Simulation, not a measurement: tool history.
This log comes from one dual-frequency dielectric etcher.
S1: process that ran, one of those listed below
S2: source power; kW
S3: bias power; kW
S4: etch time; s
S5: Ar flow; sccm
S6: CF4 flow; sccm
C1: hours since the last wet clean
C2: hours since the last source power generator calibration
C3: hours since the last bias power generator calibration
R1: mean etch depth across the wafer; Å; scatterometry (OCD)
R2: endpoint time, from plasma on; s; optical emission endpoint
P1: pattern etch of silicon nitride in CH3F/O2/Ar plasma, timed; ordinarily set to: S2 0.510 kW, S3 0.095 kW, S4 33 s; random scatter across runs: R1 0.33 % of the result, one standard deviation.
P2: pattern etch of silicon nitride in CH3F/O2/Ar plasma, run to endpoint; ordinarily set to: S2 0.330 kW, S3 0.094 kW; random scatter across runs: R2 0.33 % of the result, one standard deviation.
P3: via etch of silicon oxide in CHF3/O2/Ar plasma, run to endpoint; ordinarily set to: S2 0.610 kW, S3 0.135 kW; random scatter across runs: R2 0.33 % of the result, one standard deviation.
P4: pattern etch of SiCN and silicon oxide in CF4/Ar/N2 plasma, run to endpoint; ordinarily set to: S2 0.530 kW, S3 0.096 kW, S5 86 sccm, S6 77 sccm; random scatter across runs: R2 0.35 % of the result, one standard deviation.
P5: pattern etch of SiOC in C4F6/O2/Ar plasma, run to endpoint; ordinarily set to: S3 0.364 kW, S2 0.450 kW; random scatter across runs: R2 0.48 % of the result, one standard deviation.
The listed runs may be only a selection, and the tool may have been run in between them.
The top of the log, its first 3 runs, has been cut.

run	hour	S1	S2	S3	S4	S5	S6	C1	C2	C3	R1	R2
4	19.9	P3	0.610	0.185				141.7	868.8	3027.1		372.9400
5	24.1	P1	0.510	0.058	33			145.9	873.0	3031.3	244.75	
6	28.6	P4	0.530	0.096		86	77	150.4	877.5	3035.8		12.8570
7	32.5	P3	0.370	0.135				154.3	881.4	3039.7		499.6700
8	37.4	P1	0.510	0.095	24			159.2	886.3	3044.6	211.15	
9	41.7	P1	0.510	0.095	33			163.5	890.6	3048.9	290.27	
10	44.9	P1	0.510	0.095	33			166.7	893.8	3052.1	287.92	
11	50.1	P4	0.740	0.096		86	77	171.9	899.0	3057.3		9.6596
12	54.2	P5	0.450	0.466				176.0	903.1	3061.4		11.1160
13	58.9	P1	0.710	0.095	33			180.7	907.8	3066.1	326.70	
# hour 62.1: wet clean of the chamber
14	62.4	P2	0.450	0.094				0.3	911.3	3069.6		42.4280
15	67.8	P4	0.530	0.096		86	51	5.7	916.7	3075.0		13.6540
16	73.4	P2	0.330	0.094				11.3	922.3	3080.6		47.3490
17	77.0	P5	0.310	0.364				14.9	925.9	3084.2		13.9380
18	81.7	P3	0.610	0.135				19.6	930.6	3088.9		409.8300
19	87.3	P3	0.610	0.135				25.2	936.2	3094.5		410.6800
20	91.7	P4	0.530	0.096		121	77	29.6	940.6	3098.9		13.4100
21	94.6	P1	0.510	0.117	33			32.5	943.5	3101.8	310.37	
22	100.2	P1	0.330	0.095	33			38.1	949.1	3107.4	245.98	

The next listed run, before its measurement:
23	106.1	P1	0.510	0.095	33			44.0	955.0	3113.3	?	

{"run 23": {"R1": 288.62}}

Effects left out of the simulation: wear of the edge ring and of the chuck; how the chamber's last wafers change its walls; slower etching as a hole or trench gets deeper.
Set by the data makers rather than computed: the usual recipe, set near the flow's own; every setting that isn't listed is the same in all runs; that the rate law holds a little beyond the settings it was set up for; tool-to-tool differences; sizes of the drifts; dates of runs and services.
